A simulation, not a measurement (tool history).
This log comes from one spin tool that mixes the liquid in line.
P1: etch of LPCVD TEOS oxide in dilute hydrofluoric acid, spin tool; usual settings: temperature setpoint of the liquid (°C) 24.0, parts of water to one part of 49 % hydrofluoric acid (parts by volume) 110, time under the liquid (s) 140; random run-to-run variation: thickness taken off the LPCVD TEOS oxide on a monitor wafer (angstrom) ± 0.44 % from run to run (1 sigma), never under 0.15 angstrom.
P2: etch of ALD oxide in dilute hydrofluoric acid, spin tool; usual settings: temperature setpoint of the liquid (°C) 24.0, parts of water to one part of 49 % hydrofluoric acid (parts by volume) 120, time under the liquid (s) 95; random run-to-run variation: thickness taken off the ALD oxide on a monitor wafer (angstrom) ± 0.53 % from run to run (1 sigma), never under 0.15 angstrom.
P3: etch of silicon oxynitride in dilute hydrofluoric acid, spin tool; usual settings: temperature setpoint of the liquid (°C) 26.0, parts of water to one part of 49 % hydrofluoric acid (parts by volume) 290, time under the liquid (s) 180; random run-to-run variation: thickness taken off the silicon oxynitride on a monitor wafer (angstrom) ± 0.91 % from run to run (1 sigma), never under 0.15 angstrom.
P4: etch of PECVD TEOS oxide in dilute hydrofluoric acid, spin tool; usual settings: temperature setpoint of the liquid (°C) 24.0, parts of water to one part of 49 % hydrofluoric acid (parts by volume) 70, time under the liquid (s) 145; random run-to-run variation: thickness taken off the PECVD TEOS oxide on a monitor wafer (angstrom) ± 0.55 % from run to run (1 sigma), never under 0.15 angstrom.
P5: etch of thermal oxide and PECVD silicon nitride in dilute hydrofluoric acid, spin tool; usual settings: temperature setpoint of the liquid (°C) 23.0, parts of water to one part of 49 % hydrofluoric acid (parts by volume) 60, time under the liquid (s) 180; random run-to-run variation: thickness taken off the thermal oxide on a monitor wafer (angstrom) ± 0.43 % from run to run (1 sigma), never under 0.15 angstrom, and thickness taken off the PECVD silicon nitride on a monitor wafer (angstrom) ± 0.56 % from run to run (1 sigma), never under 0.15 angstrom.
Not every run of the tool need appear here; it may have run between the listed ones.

run,day,process that ran,temperature setpoint of the liquid (°C),parts of water to one part of 49 % hydrofluoric acid (parts by volume),time under the liquid (s),hours since the thermometer was replaced,hours since the hydrofluoric acid flow meter was replaced,thickness taken off the LPCVD TEOS oxide on a monitor wafer (angstrom),thickness taken off the silicon oxynitride on a monitor wafer (angstrom),thickness taken off the PECVD TEOS oxide on a monitor wafer (angstrom),thickness taken off the thermal oxide on a monitor wafer (angstrom),thickness taken off the PECVD silicon nitride on a monitor wafer (angstrom),thickness taken off the ALD oxide on a monitor wafer (angstrom)
1,0.167,P1,24.0,110,140,280.6,215.1,222.62,,,,,
2,0.288,P1,24.0,110,140,283.5,218.0,220.41,,,,,
3,0.379,P1,24.0,110,140,285.7,220.2,222.71,,,,,
4,0.529,P1,24.0,50,50,289.3,223.8,188.80,,,,,
5,0.629,P1,24.0,185,140,291.7,226.2,121.99,,,,,
6,0.808,P3,26.0,290,180,296.0,230.5,,28.2320,,,,
7,0.942,P4,24.0,70,15,299.2,233.7,,,18.389,,,
8,1.104,P1,24.0,110,140,303.1,237.6,221.88,,,,,
9,1.254,P5,23.0,60,180,306.7,241.2,,,,143.510,89.282,
10,1.438,P4,24.0,70,145,311.1,245.6,,,176.010,,,
11,1.588,P5,17.0,60,180,314.7,249.2,,,,112.610,59.599,
12,1.754,P1,24.0,110,140,318.7,253.2,224.12,,,,,
13,1.896,P2,24.0,120,95,322.1,256.6,,,,,,251.96
14,2.000,P3,26.0,290,40,324.6,259.1,,6.1123,,,,
15,2.088,P1,24.0,65,140,326.7,261.2,397.42,,,,,
16,2.262,P2,24.0,120,170,330.9,265.4,,,,,,455.15
17,2.375,P3,26.0,80,180,333.6,268.1,,120.5500,,,,
18,2.475,P2,30.5,120,95,336.0,270.5,,,,,,324.72
19,2.658,P4,24.0,70,145,340.4,274.9,,,175.830,,,
20,2.858,P1,24.0,110,140,345.2,279.7,222.28,,,,,
21,2.950,P1,24.0,110,65,347.4,281.9,104.29,,,,,
22,3.104,P1,17.0,110,140,351.1,285.6,166.68,,,,,
23,3.238,P3,19.0,290,180,354.3,288.8,,20.6310,,,,
24,3.408,P5,23.0,90,180,358.4,292.9,,,,92.411,60.775,

What will run 25 give?
25,3.554,P5,23.0,60,95,361.9,296.4,,,,?,?,

{"run 25": {"thickness taken off the thermal oxide on a monitor wafer (angstrom)": 76.514, "thickness taken off the PECVD silicon nitride on a monitor wafer (angstrom)": 47.798}}
